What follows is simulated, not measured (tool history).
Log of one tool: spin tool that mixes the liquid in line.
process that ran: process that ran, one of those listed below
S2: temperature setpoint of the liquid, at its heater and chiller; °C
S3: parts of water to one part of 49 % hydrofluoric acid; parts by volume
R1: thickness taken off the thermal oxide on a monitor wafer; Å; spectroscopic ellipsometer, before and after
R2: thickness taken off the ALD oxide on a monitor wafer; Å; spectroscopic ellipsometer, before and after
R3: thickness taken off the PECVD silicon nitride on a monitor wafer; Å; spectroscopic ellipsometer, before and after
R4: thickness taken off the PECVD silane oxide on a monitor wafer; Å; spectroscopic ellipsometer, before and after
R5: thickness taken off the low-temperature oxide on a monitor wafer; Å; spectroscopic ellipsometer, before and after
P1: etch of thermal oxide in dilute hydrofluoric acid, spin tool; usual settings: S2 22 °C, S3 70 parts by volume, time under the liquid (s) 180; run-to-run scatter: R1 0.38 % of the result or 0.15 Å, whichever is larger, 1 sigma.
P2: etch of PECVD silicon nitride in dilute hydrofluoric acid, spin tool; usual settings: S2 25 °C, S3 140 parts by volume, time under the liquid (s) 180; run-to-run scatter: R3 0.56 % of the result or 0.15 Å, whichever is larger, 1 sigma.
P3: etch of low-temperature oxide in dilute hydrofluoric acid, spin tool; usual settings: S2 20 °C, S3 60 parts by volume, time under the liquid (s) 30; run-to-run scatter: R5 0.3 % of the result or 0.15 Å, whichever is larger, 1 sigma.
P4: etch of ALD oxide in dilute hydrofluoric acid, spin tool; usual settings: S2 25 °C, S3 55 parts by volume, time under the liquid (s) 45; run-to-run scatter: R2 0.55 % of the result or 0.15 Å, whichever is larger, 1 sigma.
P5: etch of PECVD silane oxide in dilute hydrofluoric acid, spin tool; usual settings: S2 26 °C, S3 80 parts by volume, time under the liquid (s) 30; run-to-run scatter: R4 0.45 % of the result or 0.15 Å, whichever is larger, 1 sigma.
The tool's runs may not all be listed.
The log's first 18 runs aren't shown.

{"run": 19, "hour": 64.9, "process that ran": "P1", "S2": 22, "S3": 70, "time under the liquid (s)": 180, "R1": 112.93}
{"run": 20, "hour": 68.7, "process that ran": "P2", "S2": 25, "S3": 140, "time under the liquid (s)": 180, "R3": 41.762}
{"run": 21, "hour": 72.4, "process that ran": "P1", "S2": 22, "S3": 35, "time under the liquid (s)": 180, "R1": 235.26}
{"run": 22, "hour": 75.8, "process that ran": "P1", "S2": 22, "S3": 70, "time under the liquid (s)": 180, "R1": 112.84}
{"run": 23, "hour": 78.7, "process that ran": "P3", "S2": 20, "S3": 60, "time under the liquid (s)": 30, "R5": 153.19}
{"run": 24, "hour": 83.4, "process that ran": "P1", "S2": 29.5, "S3": 70, "time under the liquid (s)": 180, "R1": 152.07}
{"run": 25, "hour": 87.3, "process that ran": "P4", "S2": 31.5, "S3": 55, "time under the liquid (s)": 45, "R2": 117.96}
{"run": 26, "hour": 90.0, "process that ran": "P2", "S2": 31.5, "S3": 140, "time under the liquid (s)": 180, "R3": 61.99}
{"run": 27, "hour": 92.2, "process that ran": "P1", "S2": 22, "S3": 70, "time under the liquid (s)": 180, "R1": 112.56}
{"run": 28, "hour": 96.5, "process that ran": "P5", "S2": 26, "S3": 80, "time under the liquid (s)": 30, "R4": 100.83}
{"run": 29, "hour": 100.3, "process that ran": "P1", "S2": 22, "S3": 70, "time under the liquid (s)": 180, "R1": 112.97}
{"run": 30, "hour": 103.4, "process that ran": "P1", "S2": 22, "S3": 105, "time under the liquid (s)": 180, "R1": 72.19}
{"run": 31, "hour": 105.7, "process that ran": "P5", "S2": 32.5, "S3": 80, "time under the liquid (s)": 30, "R4": 130.4}
{"hour": 107.7, "done": "hydrofluoric acid flow meter replaced"}
{"run": 32, "hour": 108.5, "process that ran": "P1", "S2": 17, "S3": 70, "time under the liquid (s)": 180, "R1": 91.376}
{"run": 33, "hour": 111.6, "process that ran": "P4", "S2": 25, "S3": 55, "time under the liquid (s)": 45, "R2": 91.47}
{"run": 34, "hour": 115.7, "process that ran": "P1", "S2": 22, "S3": 70, "time under the liquid (s)": 330, "R1": 207.25}
{"run": 35, "hour": 120.4, "process that ran": "P5", "S2": 26, "S3": 80, "time under the liquid (s)": 60, "R4": 202.34}
{"run": 36, "hour": 122.7, "process that ran": "P1", "S2": 22, "S3": 70, "time under the liquid (s)": 180, "R1": 112.65}
{"run": 37, "hour": 127.3, "process that ran": "P1", "S2": 22, "S3": 70, "time under the liquid (s)": 180, "R1": 109.22}
{"run": 38, "hour": 130.6, "process that ran": "P1", "S2": 22, "S3": 70, "time under the liquid (s)": 180, "R1": 107.09}
{"run": 39, "hour": 135.3, "process that ran": "P1", "S2": 22, "S3": 70, "time under the liquid (s)": 180, "R1": 105.07}
{"run": 40, "hour": 139.6, "process that ran": "P1", "S2": 22, "S3": 70, "time under the liquid (s)": 180, "R1": 104.88}
{"run": 41, "hour": 143.4, "process that ran": "P1", "S2": 22, "S3": 70, "time under the liquid (s)": 180, "R1": 103.76}

Run 42 comes next. What will it give?
{"run": 42, "hour": 147.5, "process that ran": "P1", "S2": 22, "S3": 70, "time under the liquid (s)": 180, "R1": "?"}

{"run 42": {"R1": 104.19}}

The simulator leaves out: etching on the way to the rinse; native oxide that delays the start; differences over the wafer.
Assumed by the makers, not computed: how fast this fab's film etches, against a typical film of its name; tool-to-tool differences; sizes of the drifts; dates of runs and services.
